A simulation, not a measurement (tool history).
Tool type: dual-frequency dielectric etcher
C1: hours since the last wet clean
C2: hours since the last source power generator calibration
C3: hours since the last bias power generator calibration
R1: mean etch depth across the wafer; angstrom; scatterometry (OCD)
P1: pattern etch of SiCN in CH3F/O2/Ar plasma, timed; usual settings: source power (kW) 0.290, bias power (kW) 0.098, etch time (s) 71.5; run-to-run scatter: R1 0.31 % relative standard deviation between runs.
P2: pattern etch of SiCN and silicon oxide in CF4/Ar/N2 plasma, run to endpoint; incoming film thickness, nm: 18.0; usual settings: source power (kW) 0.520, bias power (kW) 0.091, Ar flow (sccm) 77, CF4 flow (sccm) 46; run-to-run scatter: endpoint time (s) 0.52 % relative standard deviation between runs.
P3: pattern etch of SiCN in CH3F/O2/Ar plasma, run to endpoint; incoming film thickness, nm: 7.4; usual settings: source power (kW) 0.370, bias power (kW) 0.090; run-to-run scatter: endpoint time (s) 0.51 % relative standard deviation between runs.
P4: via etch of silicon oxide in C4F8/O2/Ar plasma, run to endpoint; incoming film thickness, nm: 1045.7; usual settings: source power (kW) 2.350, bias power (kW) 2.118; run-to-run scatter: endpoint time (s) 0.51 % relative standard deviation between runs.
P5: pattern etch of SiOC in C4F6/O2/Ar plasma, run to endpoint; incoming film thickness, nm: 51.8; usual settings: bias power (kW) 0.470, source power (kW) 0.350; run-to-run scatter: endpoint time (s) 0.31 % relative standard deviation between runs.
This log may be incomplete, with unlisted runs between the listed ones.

{"run": 1, "hour": 8.0, "process that ran": "P1", "source power (kW)": 0.29, "bias power (kW)": 0.098, "etch time (s)": 71.5, "C1": 317.0, "C2": 460.5, "C3": 2861.7, "R1": 261.47}
{"run": 2, "hour": 18.2, "process that ran": "P1", "source power (kW)": 0.29, "bias power (kW)": 0.098, "etch time (s)": 71.5, "C1": 327.2, "C2": 470.7, "C3": 2871.9, "R1": 261.56}
{"run": 3, "hour": 25.7, "process that ran": "P4", "source power (kW)": 2.35, "bias power (kW)": 2.118, "C1": 334.7, "C2": 478.2, "C3": 2879.4, "endpoint time (s)": 192.24}
{"run": 4, "hour": 33.0, "process that ran": "P1", "source power (kW)": 0.29, "bias power (kW)": 0.098, "etch time (s)": 71.5, "C1": 342.0, "C2": 485.5, "C3": 2886.7, "R1": 260.71}
{"run": 5, "hour": 38.7, "process that ran": "P1", "source power (kW)": 0.29, "bias power (kW)": 0.098, "etch time (s)": 71.5, "C1": 347.7, "C2": 491.2, "C3": 2892.4, "R1": 260.22}
{"run": 6, "hour": 45.9, "process that ran": "P5", "source power (kW)": 0.35, "bias power (kW)": 0.47, "C1": 354.9, "C2": 498.4, "C3": 2899.6, "endpoint time (s)": 18.447}
{"run": 7, "hour": 54.7, "process that ran": "P1", "source power (kW)": 0.29, "bias power (kW)": 0.098, "etch time (s)": 71.5, "C1": 363.7, "C2": 507.2, "C3": 2908.4, "R1": 259.8}
{"run": 8, "hour": 60.9, "process that ran": "P1", "source power (kW)": 0.29, "bias power (kW)": 0.098, "etch time (s)": 39.5, "C1": 369.9, "C2": 513.4, "C3": 2914.6, "R1": 144.08}
{"run": 9, "hour": 71.7, "process that ran": "P3", "source power (kW)": 0.29, "bias power (kW)": 0.09, "C1": 380.7, "C2": 524.2, "C3": 2925.4, "endpoint time (s)": 20.358}
{"run": 10, "hour": 81.2, "process that ran": "P1", "source power (kW)": 0.22, "bias power (kW)": 0.12, "etch time (s)": 71.5, "C1": 390.2, "C2": 533.7, "C3": 2934.9, "R1": 254.85}
{"run": 11, "hour": 86.7, "process that ran": "P1", "source power (kW)": 0.21, "bias power (kW)": 0.098, "etch time (s)": 71.5, "C1": 395.7, "C2": 539.2, "C3": 2940.4, "R1": 231.91}
{"run": 12, "hour": 97.1, "process that ran": "P1", "source power (kW)": 0.38, "bias power (kW)": 0.098, "etch time (s)": 71.5, "C1": 406.1, "C2": 549.6, "C3": 2950.8, "R1": 289.25}
{"run": 13, "hour": 103.2, "process that ran": "P5", "source power (kW)": 0.35, "bias power (kW)": 0.47, "C1": 412.2, "C2": 555.7, "C3": 2956.9, "endpoint time (s)": 18.576}
{"run": 14, "hour": 108.3, "process that ran": "P3", "source power (kW)": 0.37, "bias power (kW)": 0.117, "C1": 417.3, "C2": 560.8, "C3": 2962.0, "endpoint time (s)": 16.872}
{"run": 15, "hour": 119.6, "process that ran": "P4", "source power (kW)": 2.35, "bias power (kW)": 2.118, "C1": 428.6, "C2": 572.1, "C3": 2973.3, "endpoint time (s)": 191.83}
{"run": 16, "hour": 127.2, "process that ran": "P2", "source power (kW)": 0.52, "bias power (kW)": 0.091, "Ar flow (sccm)": 59, "CF4 flow (sccm)": 46, "C1": 436.2, "C2": 579.7, "C3": 2980.9, "endpoint time (s)": 16.925}
{"run": 17, "hour": 132.4, "process that ran": "P5", "source power (kW)": 0.26, "bias power (kW)": 0.47, "C1": 441.4, "C2": 584.9, "C3": 2986.1, "endpoint time (s)": 20.679}
{"run": 18, "hour": 138.6, "process that ran": "P3", "source power (kW)": 0.37, "bias power (kW)": 0.09, "C1": 447.6, "C2": 591.1, "C3": 2992.3, "endpoint time (s)": 18.599}
{"run": 19, "hour": 146.3, "process that ran": "P2", "source power (kW)": 0.52, "bias power (kW)": 0.091, "Ar flow (sccm)": 77, "CF4 flow (sccm)": 33, "C1": 455.3, "C2": 598.8, "C3": 3000.0, "endpoint time (s)": 18.522}
{"run": 20, "hour": 153.1, "process that ran": "P1", "source power (kW)": 0.29, "bias power (kW)": 0.098, "etch time (s)": 71.5, "C1": 462.1, "C2": 605.6, "C3": 3006.8, "R1": 260.09}
{"run": 21, "hour": 160.7, "process that ran": "P3", "source power (kW)": 0.37, "bias power (kW)": 0.09, "C1": 469.7, "C2": 613.2, "C3": 3014.4, "endpoint time (s)": 18.595}
{"run": 22, "hour": 168.6, "process that ran": "P2", "source power (kW)": 0.52, "bias power (kW)": 0.091, "Ar flow (sccm)": 77, "CF4 flow (sccm)": 46, "C1": 477.6, "C2": 621.1, "C3": 3022.3, "endpoint time (s)": 17.735}
{"run": 23, "hour": 177.0, "process that ran": "P1", "source power (kW)": 0.2, "bias power (kW)": 0.134, "etch time (s)": 71.5, "C1": 486.0, "C2": 629.5, "C3": 3030.7, "R1": 257.35}
{"run": 24, "hour": 184.6, "process that ran": "P2", "source power (kW)": 0.66, "bias power (kW)": 0.091, "Ar flow (sccm)": 77, "CF4 flow (sccm)": 46, "C1": 493.6, "C2": 637.1, "C3": 3038.3, "endpoint time (s)": 14.279}
{"run": 25, "hour": 193.6, "process that ran": "P5", "source power (kW)": 0.35, "bias power (kW)": 0.337, "C1": 502.6, "C2": 646.1, "C3": 3047.3, "endpoint time (s)": 20.805}
{"run": 26, "hour": 198.9, "process that ran": "P4", "source power (kW)": 2.35, "bias power (kW)": 1.387, "C1": 507.9, "C2": 651.4, "C3": 3052.6, "endpoint time (s)": 215.32}
{"run": 27, "hour": 209.0, "process that ran": "P1", "source power (kW)": 0.29, "bias power (kW)": 0.098, "etch time (s)": 94.0, "C1": 518.0, "C2": 661.5, "C3": 3062.7, "R1": 343.11}
{"run": 28, "hour": 214.8, "process that ran": "P2", "source power (kW)": 0.52, "bias power (kW)": 0.122, "Ar flow (sccm)": 77, "CF4 flow (sccm)": 46, "C1": 523.8, "C2": 667.3, "C3": 3068.5, "endpoint time (s)": 15.895}
{"run": 29, "hour": 226.1, "process that ran": "P1", "source power (kW)": 0.29, "bias power (kW)": 0.078, "etch time (s)": 71.5, "C1": 535.1, "C2": 678.6, "C3": 3079.8, "R1": 240.02}
{"run": 30, "hour": 234.8, "process that ran": "P4", "source power (kW)": 3.09, "bias power (kW)": 2.118, "C1": 543.8, "C2": 687.3, "C3": 3088.5, "endpoint time (s)": 171.42}
{"run": 31, "hour": 245.5, "process that ran": "P1", "source power (kW)": 0.29, "bias power (kW)": 0.123, "etch time (s)": 71.5, "C1": 554.5, "C2": 698.0, "C3": 3099.2, "R1": 283.81}
{"run": 32, "hour": 255.7, "process that ran": "P1", "source power (kW)": 0.29, "bias power (kW)": 0.098, "etch time (s)": 71.5, "C1": 564.7, "C2": 708.2, "C3": 3109.4, "R1": 259.49}
{"run": 33, "hour": 264.1, "process that ran": "P1", "source power (kW)": 0.29, "bias power (kW)": 0.098, "etch time (s)": 71.5, "C1": 573.1, "C2": 716.6, "C3": 3117.8, "R1": 259.07}
{"run": 34, "hour": 272.6, "process that ran": "P1", "source power (kW)": 0.29, "bias power (kW)": 0.098, "etch time (s)": 71.5, "C1": 581.6, "C2": 725.1, "C3": 3126.3, "R1": 257.74}
{"run": 35, "hour": 279.4, "process that ran": "P1", "source power (kW)": 0.29, "bias power (kW)": 0.098, "etch time (s)": 71.5, "C1": 588.4, "C2": 731.9, "C3": 3133.1, "R1": 257.62}
{"run": 36, "hour": 287.9, "process that ran": "P1", "source power (kW)": 0.29, "bias power (kW)": 0.098, "etch time (s)": 71.5, "C1": 596.9, "C2": 740.4, "C3": 3141.6, "R1": 256.37}
{"hour": 290.5, "done": "wet clean of the chamber"}
{"run": 37, "hour": 293.8, "process that ran": "P1", "source power (kW)": 0.29, "bias power (kW)": 0.098, "etch time (s)": 71.5, "C1": 3.4, "C2": 746.3, "C3": 3147.5, "R1": 254.64}
{"run": 38, "hour": 300.6, "process that ran": "P1", "source power (kW)": 0.29, "bias power (kW)": 0.098, "etch time (s)": 71.5, "C1": 10.2, "C2": 753.1, "C3": 3154.3, "R1": 256.19}
{"run": 39, "hour": 306.3, "process that ran": "P1", "source power (kW)": 0.29, "bias power (kW)": 0.098, "etch time (s)": 71.5, "C1": 15.9, "C2": 758.8, "C3": 3160.0, "R1": 256.75}

Something has made what P1 gives creep away from where it was; the 2 causes below, each at its own stated size, fit the log equally well:
A: bias power that arrives under what is set, % = 4.05
B: source power that arrives under what is set, % = 4.21
Onset of the creep was near hour 255.7.
Excluded causes, each with its reason:
chamber walls in a state that lowers the etch rate, %: serviced at hour 290.5, which brought nothing back

The 4 check runs listed below each average the results of 3 wafers, and their outcomes are marked with question marks. Under which run would the listed causes produce clearly different results?
{"run": "check 1", "hour": 312.0, "process that ran": "P4", "source power (kW)": 2.35, "bias power (kW)": 2.118, "endpoint time (s)": "?"}
{"run": "check 2", "hour": 312.0, "process that ran": "P2", "source power (kW)": 0.52, "bias power (kW)": 0.091, "Ar flow (sccm)": 77, "CF4 flow (sccm)": 46, "endpoint time (s)": "?"}
{"run": "check 3", "hour": 312.0, "process that ran": "P3", "source power (kW)": 0.37, "bias power (kW)": 0.09, "endpoint time (s)": "?"}
{"run": "check 4", "hour": 312.0, "process that ran": "P5", "source power (kW)": 0.35, "bias power (kW)": 0.47, "endpoint time (s)": "?"}

Check results expected under each cause:
check=check_1 result=endpoint_time_(s) if_A=195.200 if_B=196.250
check=check_2 result=endpoint_time_(s) if_A=17.964 if_B=18.380
check=check_3 result=endpoint_time_(s) if_A=18.916 if_B=18.927
check=check_4 result=endpoint_time_(s) if_A=18.762 if_B=18.771
How far apart the two closest causes lie, in the result that separates them most: check 1 0.54 %; check 2 2.29 %; check 3 0.06 %; check 4 0.05 %
Only in check 2 would the causes give clearly different results; in the remaining checks their results would be nearly the same.

Running check 2 produced the following: endpoint time (s) 18.391. Which one of the listed causes fits?

It is B: source power that arrives under what is set, %.
